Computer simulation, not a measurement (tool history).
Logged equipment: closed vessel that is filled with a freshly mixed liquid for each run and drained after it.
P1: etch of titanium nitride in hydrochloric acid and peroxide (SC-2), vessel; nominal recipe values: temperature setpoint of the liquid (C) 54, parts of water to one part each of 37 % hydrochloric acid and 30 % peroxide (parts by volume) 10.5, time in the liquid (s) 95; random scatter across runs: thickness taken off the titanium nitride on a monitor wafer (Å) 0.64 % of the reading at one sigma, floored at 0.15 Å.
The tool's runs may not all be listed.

run    day  temperature setpoint of the liquid (C)  parts of water to one part each of 37 % hydrochloric acid and 30 % peroxide (parts by volume)  time in the liquid (s)  hours since the thermometer was replaced  hours since the chemicals flow meter was replaced  hours since the drum of peroxide was connected  thickness taken off the titanium nitride on a monitor wafer (Å)
  1    0.2                                      54                                                                                           10.5                      95                                       654                                              383.2                                           642.6                                                           45.133
  2  0.554                                      54                                                                                           10.5                      95                                     662.5                                              391.7                                           651.1                                                           45.077
  3  0.733                                      54                                                                                             17                      95                                     666.8                                                396                                           655.4                                                           29.967
  4  1.088                                      70                                                                                           10.5                      95                                     675.3                                              404.5                                           663.9                                                           121.78
  5  1.329                                      54                                                                                           10.5                      40                                     681.1                                              410.3                                           669.7                                                           19.007
  6  1.558                                      54                                                                                           10.5                     175                                     686.6                                              415.8                                           675.2                                                            83.46
  7  1.883                                      54                                                                                              4                      95                                     694.4                                              423.6                                             683                                                           94.032
  8  2.171                                      41                                                                                           10.5                      95                                     701.3                                              430.5                                           689.9                                                           18.653
  9  2.529                                    65.5                                                                                              4                      95                                     709.9                                              439.1                                           698.5                                                           194.88
     2.746  -- chemicals flow meter replaced
 10  2.804                                      54                                                                                           10.5                      95                                     716.5                                                1.5                                           705.1                                                           45.197
 11      3                                      54                                                                                           10.5                      95                                     721.2                                                6.2                                           709.8                                                           45.243
 12  3.338                                      54                                                                                           10.5                      95                                     729.3                                               14.3                                           717.9                                                           45.641
 13  3.529                                      54                                                                                           10.5                      95                                     733.9                                               18.9                                           722.5                                                           45.702
 14  3.904                                      54                                                                                           10.5                      95                                     742.9                                               27.9                                           731.5                                                           47.329
 15    4.1                                      54                                                                                           10.5                      95                                     747.6                                               32.6                                           736.2                                                           48.174
 16  4.271                                      54                                                                                           10.5                      95                                     751.7                                               36.7                                           740.3                                                           48.684
 17  4.438                                      54                                                                                           10.5                      95                                     755.7                                               40.7                                           744.3                                                           48.453
 18  4.779                                      54                                                                                           10.5                      95                                     763.9                                               48.9                                           752.5                                                           49.827
 19  5.058                                      54                                                                                           10.5                      95                                     770.6                                               55.6                                           759.2                                                           49.428
 20  5.367                                      54                                                                                           10.5                      95                                       778                                                 63                                           766.6                                                           49.311
 21  5.621                                      54                                                                                           10.5                      95                                     784.1                                               69.1                                           772.7                                                           49.246
 22  5.846                                      54                                                                                           10.5                      95                                     789.5                                               74.5                                           778.1                                                           49.064

The output of P1 has drifted from where it used to be. Each of the 2 causes below, taken at the size shown beside it, accounts for the log equally well:
A: chemicals flow above the setpoint (%) = 11.5
B: liquid hotter than its thermometer reads (K) = 1.4
Onset of the creep was near day 3.529.
What rules out each remaining cause:
peroxide weaker than its label (%): limited to 8, which would change thickness taken off the titanium nitride on a monitor wafer (Å) by -7.4 %, either short of the creep or opposite in sign

The list below offers 4 check runs, each averaging the results of 5 wafers, and shows each result as a question mark. For which of them would the listed causes give clearly different results?
check 1  6.071                                    41.5                                                                                            4.5                      95                                                                                                                                                                                                             ?
check 2  6.071                                      54                                                                                           14.5                      95                                                                                                                                                                                                             ?
check 3  6.071                                      54                                                                                           10.5                     160                                                                                                                                                                                                             ?
check 4  6.071                                      54                                                                                             17                     155                                                                                                                                                                                                             ?

Expected result of each check under each candidate cause:
  check                                                           result    if A    if B
check 1  thickness taken off the titanium nitride on a monitor wafer (Å)  40.245  41.221
check 2  thickness taken off the titanium nitride on a monitor wafer (Å)  37.709  37.545
check 3  thickness taken off the titanium nitride on a monitor wafer (Å)  83.464  83.469
check 4  thickness taken off the titanium nitride on a monitor wafer (Å)  53.524  53.198
Per check, the gap between the least separated pair of causes, taken in the result that splits them most: check 1 2.4 %; check 2 0.44 %; check 3 0.01 %; check 4 0.61 %
The causes can be told apart only by check 1. The other checks would give nearly the same results under each of them.

With check 1 done, the readings were: thickness taken off the titanium nitride on a monitor wafer (Å) 40.246. Identify which of the listed causes applies.

A is the cause: chemicals flow above the setpoint (%).
